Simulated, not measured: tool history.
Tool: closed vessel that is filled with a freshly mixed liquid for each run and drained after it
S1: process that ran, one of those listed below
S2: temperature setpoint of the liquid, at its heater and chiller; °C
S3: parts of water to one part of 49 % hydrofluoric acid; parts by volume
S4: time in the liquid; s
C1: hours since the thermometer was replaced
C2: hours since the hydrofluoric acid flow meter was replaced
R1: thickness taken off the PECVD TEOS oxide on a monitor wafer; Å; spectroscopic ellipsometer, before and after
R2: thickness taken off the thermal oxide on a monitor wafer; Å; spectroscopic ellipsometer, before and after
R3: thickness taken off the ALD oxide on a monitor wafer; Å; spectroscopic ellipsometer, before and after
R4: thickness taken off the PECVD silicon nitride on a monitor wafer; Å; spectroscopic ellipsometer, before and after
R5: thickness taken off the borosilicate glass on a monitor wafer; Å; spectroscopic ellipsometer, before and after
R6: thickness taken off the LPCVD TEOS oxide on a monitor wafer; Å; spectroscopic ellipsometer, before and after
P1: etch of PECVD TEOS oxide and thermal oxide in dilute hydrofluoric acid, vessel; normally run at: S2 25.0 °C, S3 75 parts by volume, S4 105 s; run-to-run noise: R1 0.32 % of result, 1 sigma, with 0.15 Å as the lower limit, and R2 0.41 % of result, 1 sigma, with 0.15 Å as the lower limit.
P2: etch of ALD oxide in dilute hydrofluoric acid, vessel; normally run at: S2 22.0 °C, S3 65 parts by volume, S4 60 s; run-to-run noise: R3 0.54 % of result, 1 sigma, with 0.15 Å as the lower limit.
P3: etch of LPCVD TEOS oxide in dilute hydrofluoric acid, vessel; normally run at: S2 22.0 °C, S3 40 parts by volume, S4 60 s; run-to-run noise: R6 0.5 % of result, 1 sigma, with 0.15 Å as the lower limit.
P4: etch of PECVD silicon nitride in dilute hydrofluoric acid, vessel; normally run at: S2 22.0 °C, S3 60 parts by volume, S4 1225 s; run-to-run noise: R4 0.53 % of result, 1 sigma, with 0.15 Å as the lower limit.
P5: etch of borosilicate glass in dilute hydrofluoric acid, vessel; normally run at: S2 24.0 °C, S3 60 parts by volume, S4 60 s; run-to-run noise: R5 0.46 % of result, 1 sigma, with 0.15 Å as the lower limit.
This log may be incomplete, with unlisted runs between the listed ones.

run 1 hour=16.8 | S1=P1 S2=25.0 S3=75 S4=105 | C1=1915.2 C2=488.5 | R1=210.520 R2=73.717
run 2 hour=30.9 | S1=P2 S2=22.0 S3=65 S4=110 | C1=1929.3 C2=502.6 | R3=161.310
run 3 hour=41.4 | S1=P1 S2=33.0 S3=130 S4=105 | C1=1939.8 C2=513.1 | R1=153.120 R2=52.669
run 4 hour=52.1 | S1=P2 S2=22.0 S3=65 S4=60 | C1=1950.5 C2=523.8 | R3=88.540
run 5 hour=60.6 | S1=P1 S2=25.0 S3=75 S4=165 | C1=1959.0 C2=532.3 | R1=331.790 R2=114.460
run 6 hour=70.6 | S1=P4 S2=22.0 S3=60 S4=1225 | C1=1969.0 C2=542.3 | R4=523.16
run 7 hour=83.9 | S1=P1 S2=19.5 S3=75 S4=105 | C1=1982.3 C2=555.6 | R1=166.950 R2=58.435
run 8 hour=99.7 | S1=P5 S2=24.0 S3=60 S4=60 | C1=1998.1 C2=571.4 | R5=183.25
run 9 hour=111.8 | S1=P5 S2=29.5 S3=60 S4=60 | C1=2010.2 C2=583.5 | R5=226.63
run 10 hour=125.9 | S1=P1 S2=25.0 S3=75 S4=45 | C1=2024.3 C2=597.6 | R1=90.943 R2=31.388
run 11 hour=142.9 | S1=P5 S2=24.0 S3=60 S4=105 | C1=2041.3 C2=614.6 | R5=317.72
run 12 hour=153.4 | S1=P4 S2=22.0 S3=60 S4=2305 | C1=2051.8 C2=625.1 | R4=999.48
run 13 hour=164.2 | S1=P2 S2=22.0 S3=65 S4=60 | C1=2062.6 C2=635.9 | R3=87.088
run 14 hour=176.6 | S1=P4 S2=17.0 S3=60 S4=1225 | C1=2075.0 C2=648.3 | R4=373.42
run 15 hour=189.7 | S1=P1 S2=25.0 S3=105 S4=105 | C1=2088.1 C2=661.4 | R1=144.790 R2=50.852
run 16 hour=206.2 | S1=P3 S2=22.0 S3=40 S4=100 | C1=2104.6 C2=677.9 | R6=1117.50
run 17 hour=214.4 | S1=P1 S2=25.0 S3=75 S4=105 | C1=2112.8 C2=686.1 | R1=210.850 R2=72.612
run 18 hour=223.0 | S1=P2 S2=17.0 S3=65 S4=60 | C1=2121.4 C2=694.7 | R3=71.555
run 19 hour=231.3 | S1=P5 S2=24.0 S3=85 S4=60 | C1=2129.7 C2=703.0 | R5=125.33
run 20 hour=247.7 | S1=P3 S2=22.0 S3=55 S4=60 | C1=2146.1 C2=719.4 | R6=478.76
run 21 hour=261.8 | S1=P1 S2=25.0 S3=75 S4=105 | C1=2160.2 C2=733.5 | R1=210.720 R2=73.513
run 22 hour=276.1 | S1=P1 S2=25.0 S3=25 S4=105 | C1=2174.5 C2=747.8 | R1=679.170 R2=232.950
-- hour=279.5 thermometer replaced
run 23 hour=286.5 | S1=P3 S2=22.0 S3=40 S4=60 | C1=7.0 C2=758.2 | R6=677.56
run 24 hour=299.1 | S1=P1 S2=25.0 S3=110 S4=40 | C1=19.6 C2=770.8 | R1=52.632 R2=18.278
run 25 hour=315.5 | S1=P4 S2=22.0 S3=20 S4=1225 | C1=36.0 C2=787.2 | R4=1509.90
run 26 hour=328.8 | S1=P1 S2=25.0 S3=75 S4=105 | C1=49.3 C2=800.5 | R1=211.250 R2=73.012
run 27 hour=338.9 | S1=P3 S2=30.0 S3=40 S4=60 | C1=59.4 C2=810.6 | R6=928.83
run 28 hour=354.3 | S1=P2 S2=22.0 S3=85 S4=60 | C1=74.8 C2=826.0 | R3=65.944
run 29 hour=367.4 | S1=P1 S2=29.0 S3=75 S4=105 | C1=87.9 C2=839.1 | R1=246.530 R2=85.691
run 30 hour=384.6 | S1=P1 S2=25.0 S3=75 S4=105 | C1=105.1 C2=856.3 | R1=210.840 R2=73.310
run 31 hour=400.3 | S1=P1 S2=25.0 S3=75 S4=105 | C1=120.8 C2=872.0 | R1=211.450 R2=73.004
run 32 hour=416.9 | S1=P1 S2=25.0 S3=75 S4=105 | C1=137.4 C2=888.6 | R1=202.890 R2=70.418
run 33 hour=432.6 | S1=P1 S2=25.0 S3=75 S4=105 | C1=153.1 C2=904.3 | R1=199.240 R2=68.687
run 34 hour=443.7 | S1=P1 S2=25.0 S3=75 S4=105 | C1=164.2 C2=915.4 | R1=197.270 R2=68.175
run 35 hour=453.3 | S1=P1 S2=25.0 S3=75 S4=105 | C1=173.8 C2=925.0 | R1=195.520 R2=67.484
run 36 hour=470.5 | S1=P1 S2=25.0 S3=75 S4=105 | C1=191.0 C2=942.2 | R1=195.070 R2=66.760
run 37 hour=479.4 | S1=P1 S2=25.0 S3=75 S4=105 | C1=199.9 C2=951.1 | R1=192.410 R2=67.418
run 38 hour=495.3 | S1=P1 S2=25.0 S3=75 S4=105 | C1=215.8 C2=967.0 | R1=191.380 R2=67.107
run 39 hour=512.3 | S1=P1 S2=25.0 S3=75 S4=105 | C1=232.8 C2=984.0 | R1=191.490 R2=66.709
run 40 hour=527.1 | S1=P1 S2=25.0 S3=75 S4=105 | C1=247.6 C2=998.8 | R1=192.020 R2=66.564

The output of P1 has drifted from where it used to be. Each of the 2 causes below, taken at the size shown beside it, accounts for the log equally well:
A: liquid colder than its thermometer reads (K) = 2.34
B: hydrofluoric acid flow below the setpoint (%) = 8.2
The creep began at about hour 400.3.

Of the 4 check runs listed below, each run on one wafer and each result written as a question mark, which would let you distinguish the listed causes because they would give clearly different results?
run check 1 hour=541.9 | S1=P3 S2=22.0 S3=40 S4=60 | R6=?
run check 2 hour=541.9 | S1=P2 S2=22.0 S3=65 S4=60 | R3=?
run check 3 hour=541.9 | S1=P5 S2=24.0 S3=60 S4=60 | R5=?
run check 4 hour=541.9 | S1=P4 S2=22.0 S3=60 S4=1225 | R4=?

Predicted outcomes, by check and by cause:
check=check_1 result=R6 if_A=608.45 if_B=614.22
check=check_2 result=R3 if_A=79.980 if_B=80.375
check=check_3 result=R5 if_A=165.77 if_B=166.42
check=check_4 result=R4 if_A=446.73 if_B=482.56
Smallest distance between any two causes, each pair judged by its most separating result, in per cent: check 1 0.94 %; check 2 0.49 %; check 3 0.39 %; check 4 7.72 %
Only check 4 tells the causes apart: in the others they would give nearly the same result.

With check 4 done, the readings were: R4 481.45 Å. Identify which of the listed causes applies.

It was cause B: hydrofluoric acid flow below the setpoint (%).
